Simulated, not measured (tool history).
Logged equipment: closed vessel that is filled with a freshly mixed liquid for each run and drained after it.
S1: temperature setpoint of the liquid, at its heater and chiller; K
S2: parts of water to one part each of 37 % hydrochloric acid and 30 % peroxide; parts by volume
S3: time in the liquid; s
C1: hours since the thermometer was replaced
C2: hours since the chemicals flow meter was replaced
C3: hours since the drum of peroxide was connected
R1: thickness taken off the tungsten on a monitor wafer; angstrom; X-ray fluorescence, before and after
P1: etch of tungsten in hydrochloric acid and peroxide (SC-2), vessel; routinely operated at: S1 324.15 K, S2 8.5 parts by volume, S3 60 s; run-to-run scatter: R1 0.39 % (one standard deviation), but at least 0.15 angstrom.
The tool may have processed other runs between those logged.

Run 1, hour 17: S1 324.15 K, S2 8.5 parts by volume, S3 60 s; C1 1608.7; C2 995.9; C3 188.4. Result: R1 149.78 angstrom.
Run 2, hour 27.8: S1 336.15 K, S2 8.5 parts by volume, S3 60 s; C1 1619.5; C2 1006.7; C3 199.2. Result: R1 323.9 angstrom.
Run 3, hour 41: S1 324.15 K, S2 8.5 parts by volume, S3 110 s; C1 1632.7; C2 1019.9; C3 212.4. Result: R1 272.96 angstrom.
Run 4, hour 57.3: S1 332.15 K, S2 6 parts by volume, S3 60 s; C1 1649; C2 1036.2; C3 228.7. Result: R1 329.01 angstrom.
Run 5, hour 71.7: S1 324.15 K, S2 13.5 parts by volume, S3 60 s; C1 1663.4; C2 1050.6; C3 243.1. Result: R1 101.74 angstrom.
Run 6, hour 82.1: S1 324.15 K, S2 8.5 parts by volume, S3 60 s; C1 1673.8; C2 1061; C3 253.5. Result: R1 150.09 angstrom.
Run 7, hour 96.6: S1 324.15 K, S2 8.5 parts by volume, S3 60 s; C1 1688.3; C2 1075.5; C3 268. Result: R1 150.47 angstrom.
Run 8, hour 106.6: S1 308.15 K, S2 8.5 parts by volume, S3 60 s; C1 1698.3; C2 1085.5; C3 278. Result: R1 49.107 angstrom.
Run 9, hour 118: S1 324.15 K, S2 8.5 parts by volume, S3 60 s; C1 1709.7; C2 1096.9; C3 289.4. Result: R1 149.91 angstrom.
Run 10, hour 128.7: S1 324.15 K, S2 8.5 parts by volume, S3 30 s; C1 1720.4; C2 1107.6; C3 300.1. Result: R1 75.534 angstrom.
Run 11, hour 139.2: S1 324.15 K, S2 4 parts by volume, S3 60 s; C1 1730.9; C2 1118.1; C3 310.6. Result: R1 261.65 angstrom.
Run 12, hour 151.4: S1 324.15 K, S2 8.5 parts by volume, S3 60 s; C1 1743.1; C2 1130.3; C3 322.8. Result: R1 151.11 angstrom.
Run 13, hour 160.2: S1 324.15 K, S2 8.5 parts by volume, S3 60 s; C1 1751.9; C2 1139.1; C3 331.6. Result: R1 145.99 angstrom.
Run 14, hour 173.9: S1 324.15 K, S2 8.5 parts by volume, S3 60 s; C1 1765.6; C2 1152.8; C3 345.3. Result: R1 143.56 angstrom.
Run 15, hour 184.3: S1 324.15 K, S2 8.5 parts by volume, S3 60 s; C1 1776; C2 1163.2; C3 355.7. Result: R1 140.99 angstrom.
Run 16, hour 198.7: S1 324.15 K, S2 8.5 parts by volume, S3 60 s; C1 1790.4; C2 1177.6; C3 370.1. Result: R1 140.06 angstrom.
At hour 201.4: new drum of peroxide connected.
Run 17, hour 210.3: S1 324.15 K, S2 8.5 parts by volume, S3 60 s; C1 1802; C2 1189.2; C3 8.9. Result: R1 138.97 angstrom.
Run 18, hour 221: S1 324.15 K, S2 8.5 parts by volume, S3 60 s; C1 1812.7; C2 1199.9; C3 19.6. Result: R1 138.85 angstrom.
Run 19, hour 232.4: S1 324.15 K, S2 8.5 parts by volume, S3 60 s; C1 1824.1; C2 1211.3; C3 31. Result: R1 138.86 angstrom.
Run 20, hour 246.8: S1 324.15 K, S2 8.5 parts by volume, S3 60 s; C1 1838.5; C2 1225.7; C3 45.4. Result: R1 138.36 angstrom.
Run 21, hour 256.7: S1 324.15 K, S2 8.5 parts by volume, S3 60 s; C1 1848.4; C2 1235.6; C3 55.3. Result: R1 137.69 angstrom.
Run 22, hour 266.6: S1 324.15 K, S2 8.5 parts by volume, S3 60 s; C1 1858.3; C2 1245.5; C3 65.2. Result: R1 137.74 angstrom.

The log shows P1 creeping away from where it was. Any of the 2 causes listed here, at the size stated for it, fits the log just as well as the others:
A: liquid colder than its thermometer reads (K) = 1.27
B: chemicals flow below the setpoint (%) = 9.77
The drift started at roughly hour 151.4.
Each remaining cause and why it is not a fit:
peroxide weaker than its label (%): serviced after onset, at hour 201.4, with no recovery of the prior output

Each of the check runs listed below is run on 2 wafers and reports their average, with the results left as question marks. Pick the one under which the possible causes would lead to clearly different results.
Run check 1, hour 276.5: S1 313.15 K, S2 4 parts by volume, S3 60 s. Result: R1 ?.
Run check 2, hour 276.5: S1 308.15 K, S2 12.5 parts by volume, S3 60 s. Result: R1 ?.
Run check 3, hour 276.5: S1 312.15 K, S2 11.5 parts by volume, S3 60 s. Result: R1 ?.
Run check 4, hour 276.5: S1 324.15 K, S2 13.5 parts by volume, S3 60 s. Result: R1 ?.

How each check would come out, cause by cause:
  check  result    if A    if B
check 1      R1  112.85  115.23
check 2      R1  32.458  32.598
check 3      R1  46.681  46.817
check 4      R1  93.464  92.938
How far apart the two closest causes lie, in the result that separates them most: check 1 2.09 %; check 2 0.43 %; check 3 0.29 %; check 4 0.56 %
Only in check 1 would the causes give clearly different results; in the remaining checks their results would be nearly the same.

Here is what check 1 returned: R1 112.58 angstrom. Which cause is it?

The cause is A: liquid colder than its thermometer reads (K).
